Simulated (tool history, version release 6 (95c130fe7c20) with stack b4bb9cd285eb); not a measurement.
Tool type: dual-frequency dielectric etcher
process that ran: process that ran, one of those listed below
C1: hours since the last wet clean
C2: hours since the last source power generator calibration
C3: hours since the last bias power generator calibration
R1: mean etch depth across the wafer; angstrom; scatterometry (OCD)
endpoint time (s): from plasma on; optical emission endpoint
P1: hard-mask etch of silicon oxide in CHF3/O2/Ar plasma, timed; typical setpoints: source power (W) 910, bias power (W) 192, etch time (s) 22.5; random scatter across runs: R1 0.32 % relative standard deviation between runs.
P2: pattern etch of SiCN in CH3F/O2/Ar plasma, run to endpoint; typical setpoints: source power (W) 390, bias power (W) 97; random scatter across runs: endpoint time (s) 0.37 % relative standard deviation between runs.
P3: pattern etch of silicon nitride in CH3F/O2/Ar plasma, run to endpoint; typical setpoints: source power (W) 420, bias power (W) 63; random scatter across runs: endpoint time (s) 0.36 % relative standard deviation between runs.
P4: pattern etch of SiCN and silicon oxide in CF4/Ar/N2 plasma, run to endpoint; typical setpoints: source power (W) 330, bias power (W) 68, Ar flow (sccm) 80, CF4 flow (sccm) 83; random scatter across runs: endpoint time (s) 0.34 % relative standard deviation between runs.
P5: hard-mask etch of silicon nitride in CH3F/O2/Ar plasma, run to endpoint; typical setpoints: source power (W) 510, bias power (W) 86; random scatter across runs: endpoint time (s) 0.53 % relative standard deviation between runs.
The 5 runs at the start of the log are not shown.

Run 6, hour 33.4: process that ran P2, source power (W) 390, bias power (W) 97; C1 197.4; C2 1162.1; C3 1165.9. Result: endpoint time (s) 27.914.
Run 7, hour 40.0: process that ran P1, source power (W) 910, bias power (W) 248, etch time (s) 22.5; C1 204.0; C2 1168.7; C3 1172.5. Result: R1 557.59 angstrom.
Run 8, hour 46.3: process that ran P2, source power (W) 390, bias power (W) 97; C1 210.3; C2 1175.0; C3 1178.8. Result: endpoint time (s) 27.819.
Run 9, hour 52.5: process that ran P4, source power (W) 330, bias power (W) 68, Ar flow (sccm) 80, CF4 flow (sccm) 115; C1 216.5; C2 1181.2; C3 1185.0. Result: endpoint time (s) 24.867.
Run 10, hour 56.9: process that ran P5, source power (W) 510, bias power (W) 61; C1 220.9; C2 1185.6; C3 1189.4. Result: endpoint time (s) 38.298.
Run 11, hour 63.3: process that ran P1, source power (W) 910, bias power (W) 192, etch time (s) 22.5; C1 227.3; C2 1192.0; C3 1195.8. Result: R1 514.22 angstrom.
Run 12, hour 66.8: process that ran P2, source power (W) 390, bias power (W) 69; C1 230.8; C2 1195.5; C3 1199.3. Result: endpoint time (s) 31.337.
Run 13, hour 70.9: process that ran P1, source power (W) 660, bias power (W) 117, etch time (s) 22.5; C1 234.9; C2 1199.6; C3 1203.4. Result: R1 387.59 angstrom.
Run 14, hour 76.9: process that ran P1, source power (W) 910, bias power (W) 146, etch time (s) 22.5; C1 240.9; C2 1205.6; C3 1209.4. Result: R1 471.19 angstrom.
Run 15, hour 82.6: process that ran P3, source power (W) 420, bias power (W) 48; C1 246.6; C2 1211.3; C3 1215.1. Result: endpoint time (s) 56.986.
At hour 84.9: wet clean of the chamber.
Run 16, hour 87.0: process that ran P1, source power (W) 910, bias power (W) 192, etch time (s) 13.5; C1 2.2; C2 1215.7; C3 1219.5. Result: R1 307.87 angstrom.
Run 17, hour 91.5: process that ran P3, source power (W) 420, bias power (W) 63; C1 6.7; C2 1220.2; C3 1224.0. Result: endpoint time (s) 51.927.
Run 18, hour 96.5: process that ran P1, source power (W) 910, bias power (W) 192, etch time (s) 22.5; C1 11.7; C2 1225.2; C3 1229.0. Result: R1 516.63 angstrom.
Run 19, hour 102.9: process that ran P5, source power (W) 720, bias power (W) 86; C1 18.1; C2 1231.6; C3 1235.4. Result: endpoint time (s) 29.629.
Run 20, hour 109.4: process that ran P5, source power (W) 510, bias power (W) 86; C1 24.6; C2 1238.1; C3 1241.9. Result: endpoint time (s) 33.883.
Run 21, hour 113.4: process that ran P2, source power (W) 510, bias power (W) 97; C1 28.6; C2 1242.1; C3 1245.9. Result: endpoint time (s) 25.087.
Run 22, hour 119.7: process that ran P4, source power (W) 330, bias power (W) 68, Ar flow (sccm) 99, CF4 flow (sccm) 83; C1 34.9; C2 1248.4; C3 1252.2. Result: endpoint time (s) 26.587.
Run 23, hour 125.8: process that ran P3, source power (W) 490, bias power (W) 63; C1 41.0; C2 1254.5; C3 1258.3. Result: endpoint time (s) 49.091.
Run 24, hour 129.3: process that ran P1, source power (W) 910, bias power (W) 192, etch time (s) 32.0; C1 44.5; C2 1258.0; C3 1261.8. Result: R1 732.13 angstrom.
Run 25, hour 135.8: process that ran P4, source power (W) 220, bias power (W) 68, Ar flow (sccm) 80, CF4 flow (sccm) 83; C1 51.0; C2 1264.5; C3 1268.3. Result: endpoint time (s) 37.296.
Run 26, hour 142.3: process that ran P4, source power (W) 330, bias power (W) 68, Ar flow (sccm) 80, CF4 flow (sccm) 83; C1 57.5; C2 1271.0; C3 1274.8. Result: endpoint time (s) 25.687.

Estimate the outcome of run 27 from the log above:
Run 27, hour 146.2: process that ran P4, source power (W) 330, bias power (W) 90, Ar flow (sccm) 80, CF4 flow (sccm) 83; C1 61.4; C2 1274.9; C3 1278.7. Result: endpoint time (s) ?.

endpoint time (s): 23.613

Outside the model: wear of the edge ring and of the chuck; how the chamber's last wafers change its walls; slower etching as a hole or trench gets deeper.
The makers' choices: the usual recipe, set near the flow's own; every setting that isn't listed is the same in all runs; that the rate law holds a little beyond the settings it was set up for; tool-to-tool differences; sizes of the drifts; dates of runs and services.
